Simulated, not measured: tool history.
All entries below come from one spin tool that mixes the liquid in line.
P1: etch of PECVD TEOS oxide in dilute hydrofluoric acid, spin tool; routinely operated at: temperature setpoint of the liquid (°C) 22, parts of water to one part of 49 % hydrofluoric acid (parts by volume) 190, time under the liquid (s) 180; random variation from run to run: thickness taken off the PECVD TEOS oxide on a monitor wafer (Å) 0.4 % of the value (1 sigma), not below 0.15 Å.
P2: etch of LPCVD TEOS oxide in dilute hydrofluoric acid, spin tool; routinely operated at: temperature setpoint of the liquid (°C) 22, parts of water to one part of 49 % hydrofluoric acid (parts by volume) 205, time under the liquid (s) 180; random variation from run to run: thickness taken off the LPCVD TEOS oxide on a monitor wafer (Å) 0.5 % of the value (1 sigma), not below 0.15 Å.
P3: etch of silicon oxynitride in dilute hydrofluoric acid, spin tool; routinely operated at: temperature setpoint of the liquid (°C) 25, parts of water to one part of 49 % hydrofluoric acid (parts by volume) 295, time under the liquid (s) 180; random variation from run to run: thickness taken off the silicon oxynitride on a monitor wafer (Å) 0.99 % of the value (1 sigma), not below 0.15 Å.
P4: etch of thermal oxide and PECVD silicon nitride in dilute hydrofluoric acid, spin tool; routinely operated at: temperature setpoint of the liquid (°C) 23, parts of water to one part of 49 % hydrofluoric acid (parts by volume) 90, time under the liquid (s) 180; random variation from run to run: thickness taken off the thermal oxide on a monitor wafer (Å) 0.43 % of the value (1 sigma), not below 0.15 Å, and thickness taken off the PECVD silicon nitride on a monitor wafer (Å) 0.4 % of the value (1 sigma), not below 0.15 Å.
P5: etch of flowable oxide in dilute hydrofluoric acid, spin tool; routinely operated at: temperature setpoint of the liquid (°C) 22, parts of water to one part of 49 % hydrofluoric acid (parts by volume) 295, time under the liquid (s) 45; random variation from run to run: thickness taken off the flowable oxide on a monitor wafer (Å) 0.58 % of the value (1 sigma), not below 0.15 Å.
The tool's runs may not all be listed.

run,hour,process that ran,temperature setpoint of the liquid (°C),parts of water to one part of 49 % hydrofluoric acid (parts by volume),time under the liquid (s),thickness taken off the PECVD TEOS oxide on a monitor wafer (Å),thickness taken off the silicon oxynitride on a monitor wafer (Å),thickness taken off the thermal oxide on a monitor wafer (Å),thickness taken off the PECVD silicon nitride on a monitor wafer (Å),thickness taken off the flowable oxide on a monitor wafer (Å),thickness taken off the LPCVD TEOS oxide on a monitor wafer (Å)
1,10.9,P1,22,190,180,81.665,,,,,
2,20.7,P3,25,295,325,,47.019,,,,
3,36.3,P1,22,30,180,620.89,,,,,
4,53,P3,17,295,180,,18.15,,,,
5,61,P4,17,90,180,,,68.688,67.261,,
6,69,P1,18,265,180,46.881,,,,,
7,85.5,P1,22,190,180,81.654,,,,,
8,96.9,P1,22,190,180,82.039,,,,,
9,105.9,P1,29.5,190,180,107,,,,,
10,122.3,P3,25,295,180,,26.105,,,,
11,136.5,P1,22,190,180,81.13,,,,,
12,152.2,P3,25,535,180,,12.62,,,,
13,164.7,P1,22,190,100,45.307,,,,,
14,173.7,P1,22,190,180,81.121,,,,,
15,185.7,P5,22,440,45,,,,,33.283,
16,194.9,P4,23,90,180,,,88.047,101.04,,
17,206.4,P1,17,190,180,67.218,,,,,
18,219,P5,22,295,45,,,,,56.923,
19,232.3,P1,22,75,305,396.96,,,,,
20,249.2,P5,22,295,15,,,,,18.681,
21,263.6,P1,22,190,180,81.655,,,,,
22,276.8,P3,25,295,180,,26.111,,,,
23,288.4,P2,22,205,285,,,,,,275.06
24,301.1,P1,22,295,180,47.324,,,,,
25,313.5,P4,23,55,180,,,150.51,163.15,,
26,325.9,P2,26,205,180,,,,,,201.53
27,339.8,P4,23,90,15,,,7.3531,8.3232,,
28,355.1,P5,27.5,295,45,,,,,67.848,
29,367,P1,22,270,65,19.141,,,,,
30,384,P1,22,190,335,150.54,,,,,
31,396.4,P2,22,75,180,,,,,,549.84
32,406.4,P2,22,205,180,,,,,,173.59
33,414.9,P1,22,190,180,81.645,,,,,
34,426.3,P1,22,190,180,83.039,,,,,
35,439.8,P1,22,190,180,84.738,,,,,
36,452.1,P1,22,190,180,84.965,,,,,
37,461,P1,22,190,180,85.969,,,,,
38,475.9,P1,22,190,180,86.537,,,,,
39,486.5,P1,22,190,180,86.126,,,,,
40,494.9,P1,22,190,180,87.115,,,,,
41,510.4,P1,22,190,180,87.232,,,,,
42,524.3,P1,22,190,180,87.48,,,,,
43,535.3,P1,22,190,180,86.973,,,,,

Run 44 comes next. What will it give?
44,544.7,P1,22,190,180,?,,,,,

{"run 44": {"thickness taken off the PECVD TEOS oxide on a monitor wafer (Å)": 87.109}}
